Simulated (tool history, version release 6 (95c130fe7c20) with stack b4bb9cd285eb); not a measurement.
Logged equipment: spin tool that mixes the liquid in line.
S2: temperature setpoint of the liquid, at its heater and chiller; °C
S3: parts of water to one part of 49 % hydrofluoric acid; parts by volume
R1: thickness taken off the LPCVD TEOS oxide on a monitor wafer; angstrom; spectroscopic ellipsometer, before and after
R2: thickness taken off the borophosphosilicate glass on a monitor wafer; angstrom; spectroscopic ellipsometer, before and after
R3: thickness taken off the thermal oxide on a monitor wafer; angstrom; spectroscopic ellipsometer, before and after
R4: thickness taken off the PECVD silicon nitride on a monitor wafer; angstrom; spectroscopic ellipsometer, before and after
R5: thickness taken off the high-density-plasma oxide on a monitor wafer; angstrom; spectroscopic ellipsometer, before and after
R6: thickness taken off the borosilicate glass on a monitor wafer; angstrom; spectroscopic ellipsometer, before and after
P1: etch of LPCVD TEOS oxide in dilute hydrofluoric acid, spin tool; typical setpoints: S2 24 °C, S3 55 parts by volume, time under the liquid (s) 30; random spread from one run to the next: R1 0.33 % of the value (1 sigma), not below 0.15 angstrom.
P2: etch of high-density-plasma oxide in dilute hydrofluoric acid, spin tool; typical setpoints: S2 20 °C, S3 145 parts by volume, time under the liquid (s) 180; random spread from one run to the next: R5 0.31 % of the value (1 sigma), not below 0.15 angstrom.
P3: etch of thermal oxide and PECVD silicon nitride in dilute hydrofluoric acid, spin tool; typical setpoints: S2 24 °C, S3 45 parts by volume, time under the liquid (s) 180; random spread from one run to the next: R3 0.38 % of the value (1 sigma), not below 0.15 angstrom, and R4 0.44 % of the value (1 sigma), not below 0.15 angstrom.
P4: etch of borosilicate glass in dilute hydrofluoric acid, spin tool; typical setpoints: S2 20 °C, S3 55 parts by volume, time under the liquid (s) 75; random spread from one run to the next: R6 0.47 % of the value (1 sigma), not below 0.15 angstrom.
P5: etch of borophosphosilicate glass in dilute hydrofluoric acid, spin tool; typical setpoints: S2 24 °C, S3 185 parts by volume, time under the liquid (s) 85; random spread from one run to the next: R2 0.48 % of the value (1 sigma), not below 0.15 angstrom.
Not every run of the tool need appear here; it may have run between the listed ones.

{"run": 1, "hour": 7.2, "process that ran": "P1", "S2": 24, "S3": 55, "time under the liquid (s)": 30, "R1": 319.79}
{"run": 2, "hour": 15.2, "process that ran": "P1", "S2": 24, "S3": 55, "time under the liquid (s)": 30, "R1": 319.94}
{"run": 3, "hour": 19.5, "process that ran": "P5", "S2": 24, "S3": 60, "time under the liquid (s)": 85, "R2": 533.28}
{"run": 4, "hour": 23.8, "process that ran": "P1", "S2": 29.5, "S3": 55, "time under the liquid (s)": 30, "R1": 395.48}
{"run": 5, "hour": 31.7, "process that ran": "P1", "S2": 24, "S3": 55, "time under the liquid (s)": 30, "R1": 320.23}
{"run": 6, "hour": 37.6, "process that ran": "P3", "S2": 24, "S3": 20, "time under the liquid (s)": 180, "R3": 498.89, "R4": 486.1}
{"run": 7, "hour": 46.0, "process that ran": "P5", "S2": 17, "S3": 185, "time under the liquid (s)": 85, "R2": 114.22}
{"run": 8, "hour": 53.3, "process that ran": "P2", "S2": 20, "S3": 145, "time under the liquid (s)": 180, "R5": 69.054}
{"run": 9, "hour": 60.8, "process that ran": "P1", "S2": 19.5, "S3": 20, "time under the liquid (s)": 30, "R1": 756.89}
{"run": 10, "hour": 67.6, "process that ran": "P1", "S2": 18.5, "S3": 55, "time under the liquid (s)": 30, "R1": 253.2}
{"run": 11, "hour": 75.9, "process that ran": "P3", "S2": 24, "S3": 45, "time under the liquid (s)": 180, "R3": 212.73, "R4": 221.88}
{"run": 12, "hour": 83.4, "process that ran": "P3", "S2": 32, "S3": 45, "time under the liquid (s)": 180, "R3": 296.58, "R4": 376.43}
{"run": 13, "hour": 89.3, "process that ran": "P1", "S2": 24, "S3": 55, "time under the liquid (s)": 15, "R1": 159.92}
{"run": 14, "hour": 93.6, "process that ran": "P1", "S2": 19, "S3": 30, "time under the liquid (s)": 30, "R1": 489.06}
{"run": 15, "hour": 100.5, "process that ran": "P4", "S2": 20, "S3": 90, "time under the liquid (s)": 75, "R6": 293.49}
{"run": 16, "hour": 106.3, "process that ran": "P2", "S2": 20, "S3": 145, "time under the liquid (s)": 360, "R5": 138.88}
{"run": 17, "hour": 112.7, "process that ran": "P1", "S2": 24, "S3": 100, "time under the liquid (s)": 30, "R1": 165.36}
{"run": 18, "hour": 122.0, "process that ran": "P1", "S2": 24, "S3": 20, "time under the liquid (s)": 30, "R1": 924.4}
{"run": 19, "hour": 127.8, "process that ran": "P1", "S2": 24, "S3": 55, "time under the liquid (s)": 30, "R1": 318.85}
{"run": 20, "hour": 132.8, "process that ran": "P3", "S2": 24, "S3": 45, "time under the liquid (s)": 320, "R3": 377.19, "R4": 396.54}
{"run": 21, "hour": 141.7, "process that ran": "P4", "S2": 20, "S3": 55, "time under the liquid (s)": 15, "R6": 101.59}
{"run": 22, "hour": 151.2, "process that ran": "P5", "S2": 24, "S3": 185, "time under the liquid (s)": 85, "R2": 150.79}
{"run": 23, "hour": 156.8, "process that ran": "P5", "S2": 24, "S3": 185, "time under the liquid (s)": 155, "R2": 272.54}

Run 24, settings as shown, results not yet in. Your forecast:
{"run": 24, "hour": 165.8, "process that ran": "P2", "S2": 20, "S3": 145, "time under the liquid (s)": 180, "R5": "?"}

{"run 24": {"R5": 69.008}}
